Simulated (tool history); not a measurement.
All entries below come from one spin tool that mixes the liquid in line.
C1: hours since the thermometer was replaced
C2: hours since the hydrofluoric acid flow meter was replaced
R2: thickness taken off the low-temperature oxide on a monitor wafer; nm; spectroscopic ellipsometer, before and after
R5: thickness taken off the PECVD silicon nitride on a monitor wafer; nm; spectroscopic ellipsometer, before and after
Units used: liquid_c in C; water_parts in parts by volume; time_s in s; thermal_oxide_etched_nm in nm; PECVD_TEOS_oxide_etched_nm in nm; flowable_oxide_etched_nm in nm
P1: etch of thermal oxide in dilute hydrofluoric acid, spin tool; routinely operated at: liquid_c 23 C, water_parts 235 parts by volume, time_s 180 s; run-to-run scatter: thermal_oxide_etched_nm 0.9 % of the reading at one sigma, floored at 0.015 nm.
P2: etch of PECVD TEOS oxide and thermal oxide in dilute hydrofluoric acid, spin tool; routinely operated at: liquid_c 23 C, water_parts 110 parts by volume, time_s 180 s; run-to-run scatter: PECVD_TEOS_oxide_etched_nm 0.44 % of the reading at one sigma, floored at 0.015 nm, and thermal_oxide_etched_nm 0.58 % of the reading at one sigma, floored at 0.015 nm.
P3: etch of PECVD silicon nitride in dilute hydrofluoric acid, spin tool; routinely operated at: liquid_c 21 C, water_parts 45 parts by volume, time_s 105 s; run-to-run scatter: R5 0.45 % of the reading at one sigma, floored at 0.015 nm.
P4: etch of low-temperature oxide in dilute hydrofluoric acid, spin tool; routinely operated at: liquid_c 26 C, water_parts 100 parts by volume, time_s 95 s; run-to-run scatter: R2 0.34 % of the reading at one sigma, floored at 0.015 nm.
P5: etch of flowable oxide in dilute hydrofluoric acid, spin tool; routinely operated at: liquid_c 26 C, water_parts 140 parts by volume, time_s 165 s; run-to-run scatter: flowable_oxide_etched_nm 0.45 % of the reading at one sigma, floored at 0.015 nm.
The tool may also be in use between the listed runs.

Run 1, day 0.379: process P1, liquid_c 23 C, water_parts 235 parts by volume, time_s 180 s; C1 344.1; C2 255.5. Result: thermal_oxide_etched_nm 2.9283 nm.
Run 2, day 0.758: process P1, liquid_c 23 C, water_parts 235 parts by volume, time_s 180 s; C1 353.2; C2 264.6. Result: thermal_oxide_etched_nm 2.9844 nm.
Run 3, day 0.979: process P4, liquid_c 26 C, water_parts 100 parts by volume, time_s 95 s; C1 358.5; C2 269.9. Result: R2 26.735 nm.
Run 4, day 1.246: process P2, liquid_c 23 C, water_parts 110 parts by volume, time_s 325 s; C1 364.9; C2 276.3. Result: thermal_oxide_etched_nm 13.939 nm, PECVD_TEOS_oxide_etched_nm 28.261 nm.
Run 5, day 1.621: process P1, liquid_c 17 C, water_parts 235 parts by volume, time_s 180 s; C1 373.9; C2 285.3. Result: thermal_oxide_etched_nm 2.3789 nm.
Run 6, day 1.796: process P1, liquid_c 23 C, water_parts 235 parts by volume, time_s 290 s; C1 378.1; C2 289.5. Result: thermal_oxide_etched_nm 4.8631 nm.
Run 7, day 2.133: process P1, liquid_c 23 C, water_parts 235 parts by volume, time_s 180 s; C1 386.2; C2 297.6. Result: thermal_oxide_etched_nm 2.9937 nm.
Run 8, day 2.371: process P1, liquid_c 23 C, water_parts 235 parts by volume, time_s 30 s; C1 391.9; C2 303.3. Result: thermal_oxide_etched_nm 0.5153 nm.
Run 9, day 2.617: process P5, liquid_c 26 C, water_parts 195 parts by volume, time_s 165 s; C1 397.8; C2 309.2. Result: flowable_oxide_etched_nm 33.605 nm.
Run 10, day 2.788: process P3, liquid_c 21 C, water_parts 45 parts by volume, time_s 105 s; C1 401.9; C2 313.3. Result: R5 8.0758 nm.
Run 11, day 2.979: process P5, liquid_c 26 C, water_parts 140 parts by volume, time_s 165 s; C1 406.5; C2 317.9. Result: flowable_oxide_etched_nm 49.627 nm.
Run 12, day 3.279: process P5, liquid_c 26 C, water_parts 140 parts by volume, time_s 15 s; C1 413.7; C2 325.1. Result: flowable_oxide_etched_nm 4.5485 nm.
Run 13, day 3.562: process P2, liquid_c 18 C, water_parts 110 parts by volume, time_s 180 s; C1 420.5; C2 331.9. Result: thermal_oxide_etched_nm 6.2244 nm, PECVD_TEOS_oxide_etched_nm 12.719 nm.
At day 3.646: thermometer replaced.
Run 14, day 3.821: process P3, liquid_c 21 C, water_parts 45 parts by volume, time_s 105 s; C1 4.2; C2 338.1. Result: R5 8.0166 nm.
Run 15, day 4.121: process P3, liquid_c 17 C, water_parts 45 parts by volume, time_s 105 s; C1 11.4; C2 345.3. Result: R5 6.034 nm.
Run 16, day 4.333: process P1, liquid_c 23 C, water_parts 390 parts by volume, time_s 180 s; C1 16.5; C2 350.4. Result: thermal_oxide_etched_nm 1.5545 nm.
Run 17, day 4.633: process P1, liquid_c 23 C, water_parts 60 parts by volume, time_s 180 s; C1 23.7; C2 357.6. Result: thermal_oxide_etched_nm 14.334 nm.
Run 18, day 4.833: process P4, liquid_c 31 C, water_parts 100 parts by volume, time_s 95 s; C1 28.5; C2 362.4. Result: R2 32.281 nm.
Run 19, day 5.225: process P5, liquid_c 26 C, water_parts 140 parts by volume, time_s 165 s; C1 37.9; C2 371.8. Result: flowable_oxide_etched_nm 50.004 nm.
Run 20, day 5.529: process P3, liquid_c 21 C, water_parts 45 parts by volume, time_s 170 s; C1 45.2; C2 379.1. Result: R5 12.847 nm.
Run 21, day 5.829: process P1, liquid_c 23 C, water_parts 235 parts by volume, time_s 180 s; C1 52.4; C2 386.3. Result: thermal_oxide_etched_nm 2.9955 nm.
Run 22, day 6.062: process P4, liquid_c 26 C, water_parts 100 parts by volume, time_s 50 s; C1 58; C2 391.9. Result: R2 14.14 nm.
Run 23, day 6.304: process P4, liquid_c 26 C, water_parts 100 parts by volume, time_s 95 s; C1 63.8; C2 397.7. Result: R2 26.795 nm.
Run 24, day 6.546: process P1, liquid_c 29.5 C, water_parts 235 parts by volume, time_s 180 s; C1 69.6; C2 403.5. Result: thermal_oxide_etched_nm 3.7999 nm.
Run 25, day 6.758: process P2, liquid_c 23 C, water_parts 110 parts by volume, time_s 180 s; C1 74.7; C2 408.6. Result: thermal_oxide_etched_nm 7.6435 nm, PECVD_TEOS_oxide_etched_nm 15.787 nm.
Run 26, day 7.042: process P3, liquid_c 21 C, water_parts 25 parts by volume, time_s 105 s; C1 81.5; C2 415.4. Result: R5 14.225 nm.
Run 27, day 7.279: process P2, liquid_c 23 C, water_parts 60 parts by volume, time_s 180 s; C1 87.2; C2 421.1. Result: thermal_oxide_etched_nm 14.997 nm, PECVD_TEOS_oxide_etched_nm 30.694 nm.
Run 28, day 7.488: process P1, liquid_c 27 C, water_parts 235 parts by volume, time_s 55 s; C1 92.2; C2 426.1. Result: thermal_oxide_etched_nm 1.0412 nm.
Run 29, day 7.85: process P5, liquid_c 33 C, water_parts 140 parts by volume, time_s 165 s; C1 100.9; C2 434.8. Result: flowable_oxide_etched_nm 64.236 nm.
Run 30, day 8.133: process P1, liquid_c 23 C, water_parts 235 parts by volume, time_s 180 s; C1 107.7; C2 441.6. Result: thermal_oxide_etched_nm 3.0689 nm.
Run 31, day 8.4: process P4, liquid_c 26 C, water_parts 20 parts by volume, time_s 95 s; C1 114.1; C2 448. Result: R2 148.35 nm.
Run 32, day 8.575: process P1, liquid_c 23 C, water_parts 235 parts by volume, time_s 180 s; C1 118.3; C2 452.2. Result: thermal_oxide_etched_nm 3.0201 nm.
Run 33, day 8.871: process P1, liquid_c 23 C, water_parts 235 parts by volume, time_s 180 s; C1 125.4; C2 459.3. Result: thermal_oxide_etched_nm 3.0841 nm.
Run 34, day 9.267: process P1, liquid_c 23 C, water_parts 235 parts by volume, time_s 180 s; C1 134.9; C2 468.8. Result: thermal_oxide_etched_nm 3.0935 nm.
Run 35, day 9.554: process P1, liquid_c 23 C, water_parts 235 parts by volume, time_s 180 s; C1 141.8; C2 475.7. Result: thermal_oxide_etched_nm 3.1089 nm.
Run 36, day 9.875: process P1, liquid_c 23 C, water_parts 235 parts by volume, time_s 180 s; C1 149.5; C2 483.4. Result: thermal_oxide_etched_nm 3.1705 nm.
Run 37, day 10.221: process P1, liquid_c 23 C, water_parts 235 parts by volume, time_s 180 s; C1 157.8; C2 491.7. Result: thermal_oxide_etched_nm 3.1487 nm.
Run 38, day 10.538: process P1, liquid_c 23 C, water_parts 235 parts by volume, time_s 180 s; C1 165.4; C2 499.3. Result: thermal_oxide_etched_nm 3.1191 nm.
Run 39, day 10.804: process P1, liquid_c 23 C, water_parts 235 parts by volume, time_s 180 s; C1 171.8; C2 505.7. Result: thermal_oxide_etched_nm 3.2221 nm.
Run 40, day 10.979: process P1, liquid_c 23 C, water_parts 235 parts by volume, time_s 180 s; C1 176; C2 509.9. Result: thermal_oxide_etched_nm 3.1336 nm.
Run 41, day 11.212: process P1, liquid_c 23 C, water_parts 235 parts by volume, time_s 180 s; C1 181.6; C2 515.5. Result: thermal_oxide_etched_nm 3.239 nm.
Run 42, day 11.467: process P1, liquid_c 23 C, water_parts 235 parts by volume, time_s 180 s; C1 187.7; C2 521.6. Result: thermal_oxide_etched_nm 3.1635 nm.

Compared with where it was, what P1 gives has crept away. Each cause listed below fits the log as well as the rest, at the size given for it:
A: hydrofluoric acid flow above the setpoint (%) = 4.42
B: liquid hotter than its thermometer reads (K) = 1.48
The gradual shift began around day 8.575.

4 check runs are offered, one wafer each, their results left as question marks. Which one tells the causes apart?
Run check 1, day 11.721: process P2, liquid_c 23 C, water_parts 110 parts by volume, time_s 180 s. Result: thermal_oxide_etched_nm ?, PECVD_TEOS_oxide_etched_nm ?.
Run check 2, day 11.721: process P4, liquid_c 26 C, water_parts 100 parts by volume, time_s 95 s. Result: R2 ?.
Run check 3, day 11.721: process P5, liquid_c 26 C, water_parts 140 parts by volume, time_s 165 s. Result: flowable_oxide_etched_nm ?.
Run check 4, day 11.721: process P3, liquid_c 21 C, water_parts 45 parts by volume, time_s 105 s. Result: R5 ?.

What every check run would give for each of its results, assuming each possible cause in turn:
  check                      result    if A    if B
check 1     thermal_oxide_etched_nm  8.0388  8.1158
check 1  PECVD_TEOS_oxide_etched_nm  16.478  16.636
check 2                          R2  27.956  28.194
check 3    flowable_oxide_etched_nm   52.37  52.629
check 4                          R5  8.3516  8.8663
Separation of the two closest causes in each check, using whichever result separates them best: check 1 0.95 %; check 2 0.85 %; check 3 0.49 %; check 4 5.98 %
Check 4 is the one run that separates the causes; every other check would come out nearly the same whichever cause is at work.

Then check 4 was run and gave: R5 8.3898 nm. Which cause is it?

The cause is A: hydrofluoric acid flow above the setpoint (%).
